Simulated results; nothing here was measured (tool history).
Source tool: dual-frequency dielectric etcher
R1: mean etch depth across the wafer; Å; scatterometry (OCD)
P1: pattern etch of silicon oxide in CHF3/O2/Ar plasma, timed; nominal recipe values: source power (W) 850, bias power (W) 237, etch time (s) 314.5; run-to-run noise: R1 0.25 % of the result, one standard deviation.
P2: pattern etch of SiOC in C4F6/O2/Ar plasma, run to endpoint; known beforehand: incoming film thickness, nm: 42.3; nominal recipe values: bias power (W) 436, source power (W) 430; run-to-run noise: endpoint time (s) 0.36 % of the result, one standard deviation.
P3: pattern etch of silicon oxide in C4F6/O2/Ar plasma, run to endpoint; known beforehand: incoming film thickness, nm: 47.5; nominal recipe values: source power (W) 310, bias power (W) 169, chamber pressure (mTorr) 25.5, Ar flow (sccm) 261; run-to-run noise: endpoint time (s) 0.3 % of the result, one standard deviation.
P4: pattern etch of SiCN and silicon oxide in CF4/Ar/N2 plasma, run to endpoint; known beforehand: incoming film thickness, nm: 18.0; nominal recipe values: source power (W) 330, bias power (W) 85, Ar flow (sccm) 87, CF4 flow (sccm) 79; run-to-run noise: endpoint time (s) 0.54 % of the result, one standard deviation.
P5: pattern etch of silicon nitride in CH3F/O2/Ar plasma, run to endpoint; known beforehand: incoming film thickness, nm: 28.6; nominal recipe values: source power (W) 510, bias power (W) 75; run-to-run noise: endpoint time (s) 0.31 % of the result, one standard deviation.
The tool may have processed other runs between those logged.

{"run": 1, "hour": 9.6, "process that ran": "P1", "source power (W)": 850, "bias power (W)": 237, "etch time (s)": 314.5, "R1": 7870.9}
{"run": 2, "hour": 20.0, "process that ran": "P2", "source power (W)": 430, "bias power (W)": 537, "endpoint time (s)": 13.324}
{"run": 3, "hour": 30.9, "process that ran": "P2", "source power (W)": 430, "bias power (W)": 436, "endpoint time (s)": 14.515}
{"run": 4, "hour": 37.4, "process that ran": "P4", "source power (W)": 440, "bias power (W)": 85, "Ar flow (sccm)": 87, "CF4 flow (sccm)": 79, "endpoint time (s)": 19.588}
{"run": 5, "hour": 42.4, "process that ran": "P1", "source power (W)": 990, "bias power (W)": 237, "etch time (s)": 436.0, "R1": 11525.0}
{"run": 6, "hour": 50.5, "process that ran": "P5", "source power (W)": 510, "bias power (W)": 54, "endpoint time (s)": 39.463}
{"run": 7, "hour": 57.8, "process that ran": "P5", "source power (W)": 510, "bias power (W)": 75, "endpoint time (s)": 35.453}
{"run": 8, "hour": 64.7, "process that ran": "P5", "source power (W)": 420, "bias power (W)": 75, "endpoint time (s)": 38.03}
{"run": 9, "hour": 74.3, "process that ran": "P1", "source power (W)": 850, "bias power (W)": 316, "etch time (s)": 314.5, "R1": 8725.2}
{"run": 10, "hour": 81.5, "process that ran": "P3", "source power (W)": 310, "bias power (W)": 169, "Ar flow (sccm)": 261, "chamber pressure (mTorr)": 25.5, "endpoint time (s)": 15.75}
{"run": 11, "hour": 91.6, "process that ran": "P1", "source power (W)": 850, "bias power (W)": 191, "etch time (s)": 314.5, "R1": 7319.9}
{"run": 12, "hour": 100.7, "process that ran": "P2", "source power (W)": 570, "bias power (W)": 436, "endpoint time (s)": 12.848}
{"run": 13, "hour": 109.0, "process that ran": "P1", "source power (W)": 850, "bias power (W)": 237, "etch time (s)": 217.5, "R1": 5455.7}
{"run": 14, "hour": 116.7, "process that ran": "P1", "source power (W)": 600, "bias power (W)": 237, "etch time (s)": 314.5, "R1": 6926.4}
{"run": 15, "hour": 122.4, "process that ran": "P1", "source power (W)": 850, "bias power (W)": 237, "etch time (s)": 314.5, "R1": 7894.5}
{"run": 16, "hour": 129.3, "process that ran": "P1", "source power (W)": 850, "bias power (W)": 237, "etch time (s)": 314.5, "R1": 7875.6}
{"run": 17, "hour": 137.8, "process that ran": "P3", "source power (W)": 310, "bias power (W)": 209, "Ar flow (sccm)": 261, "chamber pressure (mTorr)": 25.5, "endpoint time (s)": 14.665}
{"run": 18, "hour": 147.9, "process that ran": "P1", "source power (W)": 1120, "bias power (W)": 237, "etch time (s)": 314.5, "R1": 8744.2}
{"run": 19, "hour": 156.8, "process that ran": "P4", "source power (W)": 330, "bias power (W)": 108, "Ar flow (sccm)": 87, "CF4 flow (sccm)": 79, "endpoint time (s)": 23.078}
{"run": 20, "hour": 164.5, "process that ran": "P1", "source power (W)": 850, "bias power (W)": 237, "etch time (s)": 314.5, "R1": 7898.1}
{"hour": 169.8, "done": "wet clean of the chamber"}
{"run": 21, "hour": 174.2, "process that ran": "P4", "source power (W)": 330, "bias power (W)": 85, "Ar flow (sccm)": 87, "CF4 flow (sccm)": 95, "endpoint time (s)": 24.53}
{"run": 22, "hour": 183.0, "process that ran": "P4", "source power (W)": 330, "bias power (W)": 85, "Ar flow (sccm)": 87, "CF4 flow (sccm)": 79, "endpoint time (s)": 25.257}
{"run": 23, "hour": 188.8, "process that ran": "P1", "source power (W)": 1090, "bias power (W)": 289, "etch time (s)": 314.5, "R1": 9257.1}
{"run": 24, "hour": 198.9, "process that ran": "P1", "source power (W)": 850, "bias power (W)": 237, "etch time (s)": 391.0, "R1": 9796.0}
{"run": 25, "hour": 209.5, "process that ran": "P4", "source power (W)": 330, "bias power (W)": 85, "Ar flow (sccm)": 105, "CF4 flow (sccm)": 79, "endpoint time (s)": 25.788}
{"run": 26, "hour": 216.2, "process that ran": "P2", "source power (W)": 430, "bias power (W)": 436, "endpoint time (s)": 14.352}
{"run": 27, "hour": 221.0, "process that ran": "P3", "source power (W)": 310, "bias power (W)": 169, "Ar flow (sccm)": 261, "chamber pressure (mTorr)": 30.5, "endpoint time (s)": 16.039}
{"run": 28, "hour": 231.8, "process that ran": "P3", "source power (W)": 240, "bias power (W)": 169, "Ar flow (sccm)": 261, "chamber pressure (mTorr)": 25.5, "endpoint time (s)": 17.414}
{"run": 29, "hour": 239.0, "process that ran": "P3", "source power (W)": 310, "bias power (W)": 169, "Ar flow (sccm)": 207, "chamber pressure (mTorr)": 25.5, "endpoint time (s)": 15.389}
{"run": 30, "hour": 245.7, "process that ran": "P1", "source power (W)": 850, "bias power (W)": 237, "etch time (s)": 314.5, "R1": 7852.8}
{"run": 31, "hour": 256.5, "process that ran": "P1", "source power (W)": 850, "bias power (W)": 237, "etch time (s)": 314.5, "R1": 7945.9}
{"run": 32, "hour": 267.3, "process that ran": "P1", "source power (W)": 850, "bias power (W)": 237, "etch time (s)": 314.5, "R1": 7991.5}
{"run": 33, "hour": 278.0, "process that ran": "P1", "source power (W)": 850, "bias power (W)": 237, "etch time (s)": 314.5, "R1": 7955.9}
{"hour": 280.2, "done": "wet clean of the chamber"}
{"run": 34, "hour": 287.2, "process that ran": "P1", "source power (W)": 850, "bias power (W)": 237, "etch time (s)": 314.5, "R1": 7988.5}
{"run": 35, "hour": 297.3, "process that ran": "P1", "source power (W)": 850, "bias power (W)": 237, "etch time (s)": 314.5, "R1": 7997.8}
{"run": 36, "hour": 305.7, "process that ran": "P1", "source power (W)": 850, "bias power (W)": 237, "etch time (s)": 314.5, "R1": 8013.5}
{"run": 37, "hour": 310.5, "process that ran": "P1", "source power (W)": 850, "bias power (W)": 237, "etch time (s)": 314.5, "R1": 7967.9}

Compared with where it was, what P1 gives has crept away. Each cause listed below fits the log as well as the rest, at the size given for it:
A: bias power that arrives over what is set, % = 4.86
B: source power that arrives over what is set, % = 4.44
At approximately hour 245.7, the process output began to creep.
Every other cause this tool's parts could produce, and why it does not fit the log:
chamber walls in a state that raises the etch rate, %: work on it at hour 280.2, done after the drift set in, did not restore what the process gave before

Which of the check runs below tells the causes apart, meaning the causes would give it clearly different results? Each run uses 3 wafers whose results are averaged, and each result is shown as a question mark.
{"run": "check 1", "hour": 315.3, "process that ran": "P5", "source power (W)": 510, "bias power (W)": 75, "endpoint time (s)": "?"}
{"run": "check 2", "hour": 315.3, "process that ran": "P2", "source power (W)": 430, "bias power (W)": 436, "endpoint time (s)": "?"}
{"run": "check 3", "hour": 315.3, "process that ran": "P4", "source power (W)": 330, "bias power (W)": 85, "Ar flow (sccm)": 87, "CF4 flow (sccm)": 79, "endpoint time (s)": "?"}
{"run": "check 4", "hour": 315.3, "process that ran": "P3", "source power (W)": 310, "bias power (W)": 169, "Ar flow (sccm)": 261, "chamber pressure (mTorr)": 25.5, "endpoint time (s)": "?"}

What each check would give under each cause:
check=check_1 result=endpoint_time_(s) if_A=34.933 if_B=34.921
check=check_2 result=endpoint_time_(s) if_A=14.158 if_B=14.175
check=check_3 result=endpoint_time_(s) if_A=24.692 if_B=24.159
check=check_4 result=endpoint_time_(s) if_A=15.520 if_B=15.493
Per check, the gap between the least separated pair of causes, taken in the result that splits them most: check 1 0.04 %; check 2 0.12 %; check 3 2.18 %; check 4 0.18 %
The causes can be told apart only by check 3. The other checks would give nearly the same results under each of them.

Then check 3 was run and gave: endpoint time (s) 23.987. Which cause is it?

It is B: source power that arrives over what is set, %.
